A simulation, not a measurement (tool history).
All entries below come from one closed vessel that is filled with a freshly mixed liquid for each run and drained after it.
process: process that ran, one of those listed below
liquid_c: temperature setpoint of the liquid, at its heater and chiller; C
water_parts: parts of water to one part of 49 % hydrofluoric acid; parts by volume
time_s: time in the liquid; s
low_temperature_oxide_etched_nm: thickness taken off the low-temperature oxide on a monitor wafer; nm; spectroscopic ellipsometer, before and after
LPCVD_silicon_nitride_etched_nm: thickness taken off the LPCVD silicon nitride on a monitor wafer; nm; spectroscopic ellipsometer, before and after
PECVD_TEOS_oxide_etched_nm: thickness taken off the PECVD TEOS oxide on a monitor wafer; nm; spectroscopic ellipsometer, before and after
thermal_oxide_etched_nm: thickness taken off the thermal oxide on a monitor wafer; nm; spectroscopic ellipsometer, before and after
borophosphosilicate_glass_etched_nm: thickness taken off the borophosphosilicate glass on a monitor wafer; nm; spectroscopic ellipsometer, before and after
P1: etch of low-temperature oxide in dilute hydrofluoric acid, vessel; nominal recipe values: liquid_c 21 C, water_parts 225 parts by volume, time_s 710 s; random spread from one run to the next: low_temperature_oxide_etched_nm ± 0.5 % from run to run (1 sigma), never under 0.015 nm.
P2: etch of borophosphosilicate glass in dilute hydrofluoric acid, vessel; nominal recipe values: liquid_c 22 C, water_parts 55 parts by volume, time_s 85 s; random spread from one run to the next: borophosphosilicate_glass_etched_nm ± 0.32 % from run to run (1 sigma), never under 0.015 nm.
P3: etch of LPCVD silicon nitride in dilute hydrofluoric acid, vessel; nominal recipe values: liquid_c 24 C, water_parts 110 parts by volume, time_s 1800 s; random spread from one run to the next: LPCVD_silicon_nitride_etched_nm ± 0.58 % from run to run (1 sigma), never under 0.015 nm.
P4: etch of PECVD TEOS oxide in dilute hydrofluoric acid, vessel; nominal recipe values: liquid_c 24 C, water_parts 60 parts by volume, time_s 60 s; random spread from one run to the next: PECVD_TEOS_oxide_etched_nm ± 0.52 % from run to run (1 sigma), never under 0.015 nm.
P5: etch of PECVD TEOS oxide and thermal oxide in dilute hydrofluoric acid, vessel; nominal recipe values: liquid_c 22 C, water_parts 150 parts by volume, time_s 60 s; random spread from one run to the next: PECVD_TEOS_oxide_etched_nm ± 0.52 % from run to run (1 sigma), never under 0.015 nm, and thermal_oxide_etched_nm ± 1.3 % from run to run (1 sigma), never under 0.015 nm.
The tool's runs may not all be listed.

| run | hour | process | liquid_c | water_parts | time_s | hours since the thermometer was replaced | hours since the hydrofluoric acid flow meter was replaced | low_temperature_oxide_etched_nm | LPCVD_silicon_nitride_etched_nm | PECVD_TEOS_oxide_etched_nm | thermal_oxide_etched_nm | borophosphosilicate_glass_etched_nm |
|---|---|---|---|---|---|---|---|---|---|---|---|---|
| 1 | 3.5 | P1 | 21 | 225 | 710 | 995.8 | 475.7 | 49.165 |  |  |  |  |
| 2 | 6.9 | P3 | 31.5 | 110 | 1800 | 999.2 | 479.1 |  | 14.752 |  |  |  |
| 3 | 11.9 | P1 | 17 | 225 | 710 | 1004.2 | 484.1 | 42.136 |  |  |  |  |
| 4 | 19.2 | P1 | 17 | 225 | 1225 | 1011.5 | 491.4 | 72.269 |  |  |  |  |
| 5 | 22.9 | P1 | 21 | 225 | 710 | 1015.2 | 495.1 | 48.565 |  |  |  |  |
| 6 | 26.7 | P5 | 22 | 250 | 60 | 1019 | 498.9 |  |  | 5.3496 | 0.95233 |  |
| 7 | 31.2 | P1 | 21 | 225 | 710 | 1023.5 | 503.4 | 49.029 |  |  |  |  |
| 8 | 36.5 | P2 | 22 | 55 | 85 | 1028.8 | 508.7 |  |  |  |  | 53.477 |
| 9 | 40.7 | P1 | 21 | 145 | 710 | 1033 | 512.9 | 81.814 |  |  |  |  |
| 10 | 44 | P1 | 21 | 225 | 710 | 1036.3 | 516.2 | 48.596 |  |  |  |  |
| 11 | 49.6 | P3 | 24 | 180 | 1800 | 1041.9 | 521.8 |  | 5.6277 |  |  |  |
| 12 | 55.1 | P1 | 21 | 225 | 710 | 1047.4 | 527.3 | 48.793 |  |  |  |  |
| 13 | 58.8 | P5 | 17 | 150 | 60 | 1051.1 | 531 |  |  | 8.0508 | 1.4067 |  |
| 14 | 62.6 | P2 | 22 | 55 | 30 | 1054.9 | 534.8 |  |  |  |  | 18.806 |
| 15 | 69 | P4 | 24 | 60 | 60 | 1061.3 | 541.2 |  |  | 28.812 |  |  |
| 16 | 75.7 | P2 | 22 | 55 | 85 | 1068 | 547.9 |  |  |  |  | 53.425 |
| 17 | 82.9 | P3 | 24 | 110 | 1800 | 1075.2 | 555.1 |  | 9.202 |  |  |  |
| 18 | 90.3 | P4 | 24 | 60 | 105 | 1082.6 | 562.5 |  |  | 49.925 |  |  |
| 19 | 95.6 | P1 | 21 | 370 | 710 | 1087.9 | 567.8 | 25.945 |  |  |  |  |
| 20 | 100.1 | P5 | 22 | 150 | 60 | 1092.4 | 572.3 |  |  | 9.9172 | 1.6791 |  |
| 21 | 106.4 | P3 | 24 | 110 | 3445 | 1098.7 | 578.6 |  | 17.71 |  |  |  |
| 22 | 111.5 | P1 | 21 | 225 | 185 | 1103.8 | 583.7 | 12.621 |  |  |  |  |
| 23 | 115.2 | P1 | 21 | 225 | 710 | 1107.5 | 587.4 | 49.096 |  |  |  |  |
| 24 | 119.9 | P4 | 31.5 | 60 | 60 | 1112.2 | 592.1 |  |  | 38.812 |  |  |
| 25 | 127 | P4 | 24 | 60 | 60 | 1119.3 | 599.2 |  |  | 28.76 |  |  |
| 26 | 132.9 | P2 | 28 | 55 | 85 | 1125.2 | 605.1 |  |  |  |  | 68.321 |
| 27 | 140.2 | P2 | 22 | 105 | 85 | 1132.5 | 612.4 |  |  |  |  | 26.299 |
| 28 | 144.6 | P4 | 24 | 20 | 60 | 1136.9 | 616.8 |  |  | 90.522 |  |  |
| 29 | 147.8 | P5 | 22 | 150 | 30 | 1140.1 | 620 |  |  | 4.9608 | 0.83247 |  |
| 30 | 154.6 | P1 | 28 | 225 | 710 | 1146.9 | 626.8 | 62.085 |  |  |  |  |
| 31 | 160.4 | P1 | 21 | 225 | 1380 | 1152.7 | 632.6 | 94.975 |  |  |  |  |
| 32 | 165.8 | P1 | 21 | 225 | 710 | 1158.1 | 638 | 49.26 |  |  |  |  |
| 33 | 172.4 | P1 | 21 | 225 | 710 | 1164.7 | 644.6 | 47.006 |  |  |  |  |
| 34 | 177.3 | P1 | 21 | 225 | 710 | 1169.6 | 649.5 | 46.195 |  |  |  |  |
| 35 | 180.5 | P1 | 21 | 225 | 710 | 1172.8 | 652.7 | 46.155 |  |  |  |  |
| 36 | 187.4 | P1 | 21 | 225 | 710 | 1179.7 | 659.6 | 45.092 |  |  |  |  |
| 37 | 193.3 | P1 | 21 | 225 | 710 | 1185.6 | 665.5 | 45.533 |  |  |  |  |
| 38 | 199.2 | P1 | 21 | 225 | 710 | 1191.5 | 671.4 | 45.618 |  |  |  |  |

Something has made what P1 gives creep away from where it was; the 2 causes below, each at its own stated size, fit the log equally well:
A: liquid colder than its thermometer reads (K) = 1.89
B: hydrofluoric acid flow below the setpoint (%) = 5.68
The process output started creeping at around hour 165.8.

Of the 4 check runs listed below, each run on one wafer and each result written as a question mark, which would let you distinguish the listed causes because they would give clearly different results?
| check 1 | 205.1 | P3 | 24 | 110 | 3220 |  |  |  | ? |  |  |  |
| check 2 | 205.1 | P2 | 27.5 | 100 | 85 |  |  |  |  |  |  | ? |
| check 3 | 205.1 | P4 | 31.5 | 60 | 100 |  |  |  |  | ? |  |  |
| check 4 | 205.1 | P5 | 22 | 230 | 30 |  |  |  |  | ? | ? |  |

Check results expected under each cause:
| check | result | if A | if B |
|---|---|---|---|
| check 1 | LPCVD_silicon_nitride_etched_nm | 14.509 | 15.518 |
| check 2 | borophosphosilicate_glass_etched_nm | 32.126 | 32.342 |
| check 3 | PECVD_TEOS_oxide_etched_nm | 59.73 | 60.273 |
| check 4 | PECVD_TEOS_oxide_etched_nm | 2.7622 | 2.7586 |
| check 4 | thermal_oxide_etched_nm | 0.48121 | 0.48059 |
Per check, the gap between the least separated pair of causes, taken in the result that splits them most: check 1 6.72 %; check 2 0.67 %; check 3 0.91 %; check 4 0.13 %
Check 1 is the one run that separates the causes; every other check would come out nearly the same whichever cause is at work.

The results of check 1 are: LPCVD_silicon_nitride_etched_nm 14.548 nm. Based on these, which of the listed causes is it?

The correct cause is A, namely: liquid colder than its thermometer reads (K).
